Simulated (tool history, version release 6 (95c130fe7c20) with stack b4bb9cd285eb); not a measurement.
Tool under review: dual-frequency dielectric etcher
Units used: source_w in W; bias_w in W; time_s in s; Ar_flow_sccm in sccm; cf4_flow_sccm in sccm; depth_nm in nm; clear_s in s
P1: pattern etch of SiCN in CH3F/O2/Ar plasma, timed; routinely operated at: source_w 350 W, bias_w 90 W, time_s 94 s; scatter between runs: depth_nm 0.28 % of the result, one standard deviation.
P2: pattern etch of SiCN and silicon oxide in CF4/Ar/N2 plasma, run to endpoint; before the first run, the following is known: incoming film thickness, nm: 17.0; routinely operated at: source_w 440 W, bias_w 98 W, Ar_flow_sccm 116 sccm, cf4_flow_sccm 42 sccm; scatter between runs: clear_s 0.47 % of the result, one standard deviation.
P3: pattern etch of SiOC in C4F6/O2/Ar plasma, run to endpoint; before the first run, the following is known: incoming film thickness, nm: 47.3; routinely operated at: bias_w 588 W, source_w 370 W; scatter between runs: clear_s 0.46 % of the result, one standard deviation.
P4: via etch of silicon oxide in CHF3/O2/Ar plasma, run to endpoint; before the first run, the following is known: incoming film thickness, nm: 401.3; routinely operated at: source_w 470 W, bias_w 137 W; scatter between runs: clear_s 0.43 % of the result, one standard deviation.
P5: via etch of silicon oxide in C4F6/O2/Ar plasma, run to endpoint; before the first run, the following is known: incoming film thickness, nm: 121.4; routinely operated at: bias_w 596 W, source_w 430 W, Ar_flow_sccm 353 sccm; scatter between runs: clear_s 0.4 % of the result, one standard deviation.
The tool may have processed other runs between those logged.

run	hour	process	source_w	bias_w	time_s	Ar_flow_sccm	cf4_flow_sccm	hours since the last wet clean	hours since the last source power generator calibration	hours since the last bias power generator calibration	depth_nm	clear_s
1	5.2	P1	350	90	94			247.4	378.4	1780.6	36.926	
2	10.6	P5	280	596		353		252.8	383.8	1786		29.182
3	15.3	P2	440	98		116	59	257.5	388.5	1790.7		19
# hour 16.3: source power generator calibrated
4	20.5	P1	220	90	94			262.7	4.3	1795.9	31.058	
5	24.6	P2	440	98		90	42	266.8	8.4	1800		19.154
6	28.2	P4	470	100				270.4	12	1803.6		272.32
7	30.9	P2	440	98		116	42	273.1	14.7	1806.3		19.965
8	33.5	P4	470	137				275.7	17.3	1808.9		244.97
9	39.1	P5	430	596		225		281.3	22.9	1814.5		23.917
10	43.6	P1	350	59	94			285.8	27.4	1819	31.695	
11	47	P3	510	588				289.2	30.8	1822.4		13.677
12	49.9	P1	350	90	94			292.1	33.7	1825.3	36.658	
13	53.5	P1	350	118	51.5			295.7	37.3	1828.9	22.368	
14	58.4	P3	370	588				300.6	42.2	1833.8		15.432
15	61.3	P1	350	62	134			303.5	45.1	1836.7	46.012	
# hour 64.6: wet clean of the chamber
16	64.8	P2	270	98		116	42	0.3	48.6	1840.2		30.33
17	68.5	P1	500	90	94			4	52.3	1843.9	41.833	
18	70.9	P4	280	137				6.4	54.7	1846.3		296.86
19	75.9	P1	350	90	72.5			11.4	59.7	1851.3	28.489	
20	79.9	P1	350	90	118			15.4	63.7	1855.3	46.245	
21	84.4	P1	350	90	94			19.9	68.2	1859.8	36.754	
22	88.7	P5	430	749		353		24.2	72.5	1864.1		22.793
23	92.4	P1	350	90	94			27.9	76.2	1867.8	36.981	
24	95.4	P3	370	805				30.9	79.2	1870.8		13.462
25	99.4	P1	350	125	94			34.9	83.2	1874.8	41.803	
26	103.2	P2	440	78		116	42	38.7	87	1878.6		21.849
27	107.1	P1	350	90	94			42.6	90.9	1882.5	36.706	
28	111.9	P5	430	596		353		47.4	95.7	1887.3		25.072
29	114.3	P1	350	90	94			49.8	98.1	1889.7	36.825	
30	119.8	P1	350	90	94			55.3	103.6	1895.2	36.745	
31	123.4	P1	350	90	94			58.9	107.2	1898.8	36.473	
32	126.9	P1	350	90	94			62.4	110.7	1902.3	36.511	
33	131.5	P1	350	90	94			67	115.3	1906.9	36.393	
34	135.2	P1	350	90	94			70.7	119	1910.6	36.252	
35	139.9	P1	350	90	94			75.4	123.7	1915.3	36.438	
36	143.9	P1	350	90	94			79.4	127.7	1919.3	36.321	
37	148.8	P1	350	90	94			84.3	132.6	1924.2	36.34	
# hour 149.3: wet clean of the chamber
38	154.3	P1	350	90	94			5.1	138.1	1929.7	36.329	
39	157.5	P1	350	90	94			8.3	141.3	1932.9	36.08	
40	161.4	P1	350	90	94			12.2	145.2	1936.8	36.158	

Something has made what P1 gives creep away from where it was; the 2 causes below, each at its own stated size, fit the log equally well:
A: source power that arrives under what is set, % = 4.43
B: bias power that arrives under what is set, % = 4.41
The onset of the drift is placed at about hour 114.3.
Other possible causes, and why each is ruled out:
chamber walls in a state that lowers the etch rate, %: serviced at hour 149.3, which brought nothing back

Each of the check runs listed below is run on 3 wafers and reports their average, with the results left as question marks. Pick the one under which the possible causes would lead to clearly different results.
check 1	165.3	P4	400	116								?
check 2	165.3	P3	480	798								?
check 3	165.3	P5	340	596		237						?
check 4	165.3	P2	440	98		116	57					?

What each check would give under each cause:
check	result	if A	if B
check 1	clear_s	278.7	277.73
check 2	clear_s	12.569	12.585
check 3	clear_s	26.477	26.498
check 4	clear_s	19.84	19.401
Minimum pairwise separation of causes per check, each pair taken at its best-separating result: check 1 0.35 %; check 2 0.13 %; check 3 0.08 %; check 4 2.24 %
Only check 4 tells the causes apart: in the others they would give nearly the same result.

The results of check 4 are: clear_s 19.869 s. Based on these, which of the listed causes is it?

A is the cause: source power that arrives under what is set, %.

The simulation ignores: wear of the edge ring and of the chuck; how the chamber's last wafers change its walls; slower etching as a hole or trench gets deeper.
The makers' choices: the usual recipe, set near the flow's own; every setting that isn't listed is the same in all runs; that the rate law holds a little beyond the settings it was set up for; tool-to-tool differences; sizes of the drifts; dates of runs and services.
